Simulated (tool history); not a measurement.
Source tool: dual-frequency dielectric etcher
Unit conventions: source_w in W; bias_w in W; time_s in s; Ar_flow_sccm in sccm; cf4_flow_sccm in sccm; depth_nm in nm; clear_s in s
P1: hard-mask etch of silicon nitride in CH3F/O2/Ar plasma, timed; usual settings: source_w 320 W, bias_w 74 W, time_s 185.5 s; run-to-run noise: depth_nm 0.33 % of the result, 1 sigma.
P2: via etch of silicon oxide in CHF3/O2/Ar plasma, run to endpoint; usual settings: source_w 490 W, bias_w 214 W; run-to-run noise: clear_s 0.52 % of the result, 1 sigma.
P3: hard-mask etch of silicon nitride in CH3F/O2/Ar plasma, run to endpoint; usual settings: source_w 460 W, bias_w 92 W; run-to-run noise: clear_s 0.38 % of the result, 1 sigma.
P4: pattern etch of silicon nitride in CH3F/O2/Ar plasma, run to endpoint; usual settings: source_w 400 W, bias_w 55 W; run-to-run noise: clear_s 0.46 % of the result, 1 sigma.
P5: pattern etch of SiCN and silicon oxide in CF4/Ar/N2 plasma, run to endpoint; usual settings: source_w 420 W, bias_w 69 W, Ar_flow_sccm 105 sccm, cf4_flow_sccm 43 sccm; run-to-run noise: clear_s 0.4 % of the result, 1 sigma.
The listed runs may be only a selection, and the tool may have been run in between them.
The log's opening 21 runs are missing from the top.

run     day  process  source_w  bias_w  time_s  Ar_flow_sccm  cf4_flow_sccm  hours since the last wet clean  hours since the last source power generator calibration  hours since the last bias power generator calibration  depth_nm  clear_s
 22  11.792       P1       320      74     108                                                        545.5                                                     93.8                                                  720.7    70.144
 23  12.229       P4       400      77                                                                  556                                                    104.3                                                  731.2              51.58
 24  12.988       P2       640     214                                                                574.2                                                    122.5                                                  749.4              209.6
 25  13.738       P1       320      74   254.5                                                        592.2                                                    140.5                                                  767.4    165.05
 26  14.467       P4       400      55                                                                609.7                                                      158                                                  784.9             57.966
 27  15.175       P2       490     214                                                                626.7                                                      175                                                  801.9             234.15
 28  15.779       P3       290      92                                                                641.2                                                    189.5                                                  816.4             75.868
 29  16.262       P1       320      74   185.5                                                        652.8                                                    201.1                                                    828    120.33
 30  16.896       P1       320      74   185.5                                                          668                                                    216.3                                                  843.2    119.09
 31  17.612       P1       320      74   185.5                                                        685.2                                                    233.5                                                  860.4     118.5

What does the tool deliver on the next run?
 32  18.25       P1       320      74   185.5                                                        700.5                                                    248.8                                                  875.7         ?

Run 32 gave depth_nm 117.74 nm.

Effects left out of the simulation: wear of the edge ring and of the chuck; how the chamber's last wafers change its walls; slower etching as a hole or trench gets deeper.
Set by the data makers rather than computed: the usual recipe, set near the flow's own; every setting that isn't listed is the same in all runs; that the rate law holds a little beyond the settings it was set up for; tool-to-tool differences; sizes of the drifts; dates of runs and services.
